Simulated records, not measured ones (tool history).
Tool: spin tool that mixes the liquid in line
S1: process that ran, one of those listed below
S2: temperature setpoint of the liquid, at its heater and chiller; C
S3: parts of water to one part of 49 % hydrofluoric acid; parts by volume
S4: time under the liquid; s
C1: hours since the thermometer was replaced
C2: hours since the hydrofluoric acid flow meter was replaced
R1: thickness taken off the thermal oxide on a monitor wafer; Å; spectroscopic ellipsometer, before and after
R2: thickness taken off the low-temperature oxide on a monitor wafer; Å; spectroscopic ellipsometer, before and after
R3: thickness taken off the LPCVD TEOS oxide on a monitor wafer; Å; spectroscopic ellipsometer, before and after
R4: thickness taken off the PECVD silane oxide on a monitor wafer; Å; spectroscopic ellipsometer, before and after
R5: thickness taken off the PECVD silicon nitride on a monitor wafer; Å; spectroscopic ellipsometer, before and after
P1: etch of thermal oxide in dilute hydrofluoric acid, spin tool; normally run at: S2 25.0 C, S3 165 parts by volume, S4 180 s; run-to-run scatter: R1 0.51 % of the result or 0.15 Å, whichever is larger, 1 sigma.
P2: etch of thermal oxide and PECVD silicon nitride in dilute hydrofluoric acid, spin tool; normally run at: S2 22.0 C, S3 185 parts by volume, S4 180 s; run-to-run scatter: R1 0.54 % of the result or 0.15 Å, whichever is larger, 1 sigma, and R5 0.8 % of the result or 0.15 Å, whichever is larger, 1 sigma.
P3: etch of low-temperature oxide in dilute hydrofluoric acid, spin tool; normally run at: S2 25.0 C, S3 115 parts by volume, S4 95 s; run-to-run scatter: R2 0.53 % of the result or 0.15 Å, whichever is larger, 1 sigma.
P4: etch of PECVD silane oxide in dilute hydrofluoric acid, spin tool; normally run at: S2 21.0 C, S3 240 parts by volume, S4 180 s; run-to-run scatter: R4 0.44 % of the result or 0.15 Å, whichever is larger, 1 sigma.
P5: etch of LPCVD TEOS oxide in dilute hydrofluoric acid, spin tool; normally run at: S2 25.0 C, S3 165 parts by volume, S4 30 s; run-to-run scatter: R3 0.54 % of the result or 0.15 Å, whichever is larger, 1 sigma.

run   hour  S1    S2   S3   S4     C1     C2        R1      R2       R3       R4       R5
  1    4.5  P1  25.0  165  180  900.1  341.9   50.4750
  2    8.0  P3  25.0  115  165  903.6  345.4            364.33
  3   12.9  P3  25.0  115   95  908.5  350.3            208.75
  4   18.6  P5  25.0  165   30  914.2  356.0                     74.631
  5   22.5  P1  25.0   55  180  918.1  359.9  173.2000
      27.2  -- thermometer replaced
  6   28.5  P4  21.0  405  180    1.4  365.9                              60.141
  7   35.5  P2  26.0  185  180    8.4  372.9   46.0800                             39.902
  8   41.4  P4  17.0  240  180   14.3  378.8                             101.210
      44.8  -- hydrofluoric acid flow meter replaced
  9   47.8  P4  21.0  240   95   20.7    3.1                              62.464
 10   51.4  P1  29.0  165  180   24.3    6.7   58.7020
 11   54.7  P5  25.0  290   30   27.6   10.0                     37.546
 12   57.8  P1  21.0  165  180   30.7   13.1   43.6060
 13   63.6  P5  29.5  165   30   36.5   18.9                     86.897
 14   68.9  P1  25.0  165  180   41.8   24.2   50.6060
 15   74.0  P5  25.0  165   45   46.9   29.3                    110.500
 16   78.9  P4  21.0  240  180   51.8   34.2                             117.580
 17   82.6  P5  25.0  165   30   55.5   37.9                     74.404
 18   87.6  P1  25.0  165  360   60.5   42.9  101.2800
 19   93.6  P2  22.0  185  180   66.5   48.9   40.1440                             30.582
 20   97.0  P2  22.0  185  325   69.9   52.3   72.8880                             56.094
 21  102.7  P1  25.0  165  180   75.6   58.0   50.7580
 22  109.2  P1  25.0  290  180   82.1   64.5   25.0300
 23  113.9  P3  18.0  115   95   86.8   69.2            157.40
 24  119.6  P1  25.0  165  180   92.5   74.9   50.9150
 25  122.8  P3  25.0   30   95   95.7   78.1            906.89
 26  129.8  P2  22.0   40  180  102.7   85.1  217.5300                            138.390
 27  134.9  P1  25.0  165   65  107.8   90.2   18.3350
 28  138.0  P1  31.0  165   15  110.9   93.3    5.1061
 29  143.0  P1  25.0  165  180  115.9   98.3   50.3440
 30  146.9  P1  25.0  165  180  119.8  102.2   50.9200
 31  151.3  P1  25.0  165  180  124.2  106.6   51.7430
 32  156.6  P1  25.0  165  180  129.5  111.9   52.2580
 33  162.5  P1  25.0  165  180  135.4  117.8   52.7460
 34  167.6  P1  25.0  165  180  140.5  122.9   52.8500
 35  171.4  P1  25.0  165  180  144.3  126.7   53.3140
 36  176.2  P1  25.0  165  180  149.1  131.5   53.1870
 37  179.9  P1  25.0  165  180  152.8  135.2   53.7220
 38  185.1  P1  25.0  165  180  158.0  140.4   53.5470
 39  189.0  P1  25.0  165  180  161.9  144.3   52.9340
 40  192.6  P1  25.0  165  180  165.5  147.9   53.8450

What P1 gives has crept away from where it was. These 2 causes fit the log equally well, each at the size given:
A: hydrofluoric acid flow above the setpoint (%) = 5.19
B: liquid hotter than its thermometer reads (K) = 1.62
The creep began at about hour 146.9.

4 check runs are offered, each on 2 wafers whose results are averaged, their results left as question marks. Which one tells the causes apart?
check 1  196.2  P5  25.0  165   30                   ?
check 2  196.2  P4  21.0  240  180                       ?
check 3  196.2  P3  25.0  115   95               ?
check 4  196.2  P2  22.0  185  180           ?               ?

What each check would give under each cause:
  check  result     if A     if B
check 1      R3   78.536   78.549
check 2      R4  125.560  125.280
check 3      R2   222.40   223.48
check 4      R1  42.6460  42.6900
check 4      R5   32.275   34.084
How far apart the two closest causes lie, in the result that separates them most: check 1 0.02 %; check 2 0.22 %; check 3 0.48 %; check 4 5.45 %
Check 4 tells the causes apart: in the others they would give nearly the same result.

Check 4 was then run and gave: R1 42.2800 Å; R5 31.960 Å. Which cause is it?

It is A: hydrofluoric acid flow above the setpoint (%).
